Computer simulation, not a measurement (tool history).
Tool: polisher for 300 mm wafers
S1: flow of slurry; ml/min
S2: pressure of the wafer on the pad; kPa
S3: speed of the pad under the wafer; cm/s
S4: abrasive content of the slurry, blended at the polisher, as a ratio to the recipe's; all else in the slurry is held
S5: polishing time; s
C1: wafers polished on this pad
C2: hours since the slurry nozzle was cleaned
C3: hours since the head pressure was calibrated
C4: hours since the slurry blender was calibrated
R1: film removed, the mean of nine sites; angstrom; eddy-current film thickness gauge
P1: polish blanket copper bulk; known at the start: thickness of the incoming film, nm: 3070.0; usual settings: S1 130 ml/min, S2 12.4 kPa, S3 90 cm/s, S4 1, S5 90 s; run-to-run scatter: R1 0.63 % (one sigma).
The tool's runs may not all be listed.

Run 1, day 0.621: S1 130 ml/min, S2 12.4 kPa, S3 90 cm/s, S4 1, S5 90 s; C1 827; C2 409.8; C3 159; C4 105.4. Result: R1 3952.7 angstrom.
Run 2, day 0.996: S1 130 ml/min, S2 5.5 kPa, S3 90 cm/s, S4 1, S5 90 s; C1 903; C2 418.8; C3 168; C4 114.4. Result: R1 1754.5 angstrom.
Run 3, day 1.421: S1 80 ml/min, S2 12.4 kPa, S3 90 cm/s, S4 1, S5 90 s; C1 988; C2 429; C3 178.2; C4 124.6. Result: R1 3515.7 angstrom.
Run 4, day 1.783: S1 130 ml/min, S2 12.4 kPa, S3 90 cm/s, S4 1.3, S5 54 s; C1 1061; C2 437.7; C3 186.9; C4 133.3. Result: R1 2524 angstrom.
Run 5, day 2.338: S1 130 ml/min, S2 12.4 kPa, S3 90 cm/s, S4 0.5, S5 90 s; C1 1172; C2 451; C3 200.2; C4 146.6. Result: R1 3385.5 angstrom.
Run 6, day 2.942: S1 130 ml/min, S2 17.9 kPa, S3 90 cm/s, S4 1, S5 90 s; C1 1293; C2 465.5; C3 214.7; C4 161.1. Result: R1 5705.7 angstrom.
Run 7, day 3.517: S1 130 ml/min, S2 12.4 kPa, S3 90 cm/s, S4 1, S5 61 s; C1 1408; C2 479.3; C3 228.5; C4 174.9. Result: R1 2668.7 angstrom.
Run 8, day 4.162: S1 130 ml/min, S2 12.4 kPa, S3 48 cm/s, S4 1, S5 90 s; C1 1538; C2 494.8; C3 244; C4 190.4. Result: R1 2124.3 angstrom.
Run 9, day 4.721: S1 130 ml/min, S2 12.4 kPa, S3 90 cm/s, S4 1, S5 90 s; C1 1650; C2 508.2; C3 257.4; C4 203.8. Result: R1 3946.7 angstrom.
Run 10, day 5.138: S1 130 ml/min, S2 12.4 kPa, S3 90 cm/s, S4 1, S5 90 s; C1 1734; C2 518.2; C3 267.4; C4 213.8. Result: R1 4008.9 angstrom.
At day 5.462: slurry blender recalibrated.
Run 11, day 5.833: S1 175 ml/min, S2 12.4 kPa, S3 90 cm/s, S4 1, S5 90 s; C1 1873; C2 534.9; C3 284.1; C4 8.9. Result: R1 4124.1 angstrom.
Run 12, day 6.362: S1 130 ml/min, S2 12.4 kPa, S3 138 cm/s, S4 1, S5 90 s; C1 1980; C2 547.6; C3 296.8; C4 21.6. Result: R1 5999.8 angstrom.
Run 13, day 6.788: S1 130 ml/min, S2 12.4 kPa, S3 90 cm/s, S4 1, S5 90 s; C1 2065; C2 557.8; C3 307; C4 31.8. Result: R1 3973.6 angstrom.
Run 14, day 7.154: S1 130 ml/min, S2 12.4 kPa, S3 90 cm/s, S4 1, S5 119 s; C1 2138; C2 566.6; C3 315.8; C4 40.6. Result: R1 5202.2 angstrom.
Run 15, day 7.662: S1 130 ml/min, S2 12.4 kPa, S3 90 cm/s, S4 1.3, S5 90 s; C1 2240; C2 578.8; C3 328; C4 52.8. Result: R1 4184.9 angstrom.
Run 16, day 8.183: S1 130 ml/min, S2 12.4 kPa, S3 90 cm/s, S4 1, S5 90 s; C1 2345; C2 591.3; C3 340.5; C4 65.3. Result: R1 3959 angstrom.
Run 17, day 8.617: S1 130 ml/min, S2 12.4 kPa, S3 90 cm/s, S4 0.75, S5 123 s; C1 2432; C2 601.7; C3 350.9; C4 75.7. Result: R1 5092.6 angstrom.
Run 18, day 9.088: S1 130 ml/min, S2 12.4 kPa, S3 90 cm/s, S4 1, S5 90 s; C1 2526; C2 613; C3 362.2; C4 87. Result: R1 3954.2 angstrom.
Run 19, day 9.392: S1 130 ml/min, S2 12.4 kPa, S3 90 cm/s, S4 1, S5 90 s; C1 2587; C2 620.3; C3 369.5; C4 94.3. Result: R1 3960.8 angstrom.
Run 20, day 9.967: S1 130 ml/min, S2 12.4 kPa, S3 90 cm/s, S4 1, S5 90 s; C1 2703; C2 634.1; C3 383.3; C4 108.1. Result: R1 3858 angstrom.
Run 21, day 10.579: S1 130 ml/min, S2 12.4 kPa, S3 90 cm/s, S4 1, S5 90 s; C1 2826; C2 648.8; C3 398; C4 122.8. Result: R1 3845 angstrom.
Run 22, day 10.992: S1 130 ml/min, S2 12.4 kPa, S3 90 cm/s, S4 1, S5 90 s; C1 2909; C2 658.7; C3 407.9; C4 132.7. Result: R1 3704.9 angstrom.
Run 23, day 11.596: S1 130 ml/min, S2 12.4 kPa, S3 90 cm/s, S4 1, S5 90 s; C1 3030; C2 673.2; C3 422.4; C4 147.2. Result: R1 3720.7 angstrom.
Run 24, day 12.233: S1 130 ml/min, S2 12.4 kPa, S3 90 cm/s, S4 1, S5 90 s; C1 3158; C2 688.5; C3 437.7; C4 162.5. Result: R1 3662.8 angstrom.
Run 25, day 12.771: S1 130 ml/min, S2 12.4 kPa, S3 90 cm/s, S4 1, S5 90 s; C1 3266; C2 701.4; C3 450.6; C4 175.4. Result: R1 3647.9 angstrom.
At day 12.858: head pressure recalibrated.
At day 12.9: slurry blender recalibrated.
Run 26, day 13.442: S1 130 ml/min, S2 12.4 kPa, S3 90 cm/s, S4 1, S5 90 s; C1 3400; C2 717.5; C3 14.1; C4 13. Result: R1 3620.1 angstrom.
Run 27, day 13.925: S1 130 ml/min, S2 12.4 kPa, S3 90 cm/s, S4 1, S5 90 s; C1 3497; C2 729.1; C3 25.7; C4 24.6. Result: R1 3623.3 angstrom.
Run 28, day 14.621: S1 130 ml/min, S2 12.4 kPa, S3 90 cm/s, S4 1, S5 90 s; C1 3637; C2 745.8; C3 42.4; C4 41.3. Result: R1 3583 angstrom.
Run 29, day 15.196: S1 130 ml/min, S2 12.4 kPa, S3 90 cm/s, S4 1, S5 90 s; C1 3752; C2 759.6; C3 56.2; C4 55.1. Result: R1 3614.5 angstrom.
Run 30, day 15.658: S1 130 ml/min, S2 12.4 kPa, S3 90 cm/s, S4 1, S5 90 s; C1 3845; C2 770.7; C3 67.3; C4 66.2. Result: R1 3552 angstrom.

What P1 gives has crept away from where it was. These 2 causes fit the log equally well, each at the size given:
A: removal rate lost through wear of the pad, % = 9.24
B: slurry flow missing at the pad, % = 33.5
The creep began at about day 9.392.
Why every other cause is out:
head's pressure below its setpoint, %: serviced at day 12.858, which brought nothing back
abrasive missing from the slurry, %: serviced at day 12.9, which brought nothing back

4 check runs are offered, one wafer each, their results left as question marks. Which one tells the causes apart?
Run check 1, day 16.121: S1 130 ml/min, S2 17.2 kPa, S3 90 cm/s, S4 1, S5 90 s. Result: R1 ?.
Run check 2, day 16.121: S1 80 ml/min, S2 17.9 kPa, S3 90 cm/s, S4 1, S5 90 s. Result: R1 ?.
Run check 3, day 16.121: S1 130 ml/min, S2 16.5 kPa, S3 90 cm/s, S4 0.5, S5 90 s. Result: R1 ?.
Run check 4, day 16.121: S1 130 ml/min, S2 8.3 kPa, S3 90 cm/s, S4 1, S5 72 s. Result: R1 ?.

What each check would give under each cause:
  check  result    if A    if B
check 1      R1  4987.1  4987.1
check 2      R1  4601.8  4378.6
check 3      R1  4152.7  4152.7
check 4      R1  1915.1    1915
How far apart the two closest causes lie, in the result that separates them most: check 1 0 %; check 2 4.97 %; check 3 0 %; check 4 0 %
Only check 2 tells the causes apart: in the others they would give nearly the same result.

Then check 2 was run and gave: R1 4367.7 angstrom. Which cause is it?

It is B: slurry flow missing at the pad, %.

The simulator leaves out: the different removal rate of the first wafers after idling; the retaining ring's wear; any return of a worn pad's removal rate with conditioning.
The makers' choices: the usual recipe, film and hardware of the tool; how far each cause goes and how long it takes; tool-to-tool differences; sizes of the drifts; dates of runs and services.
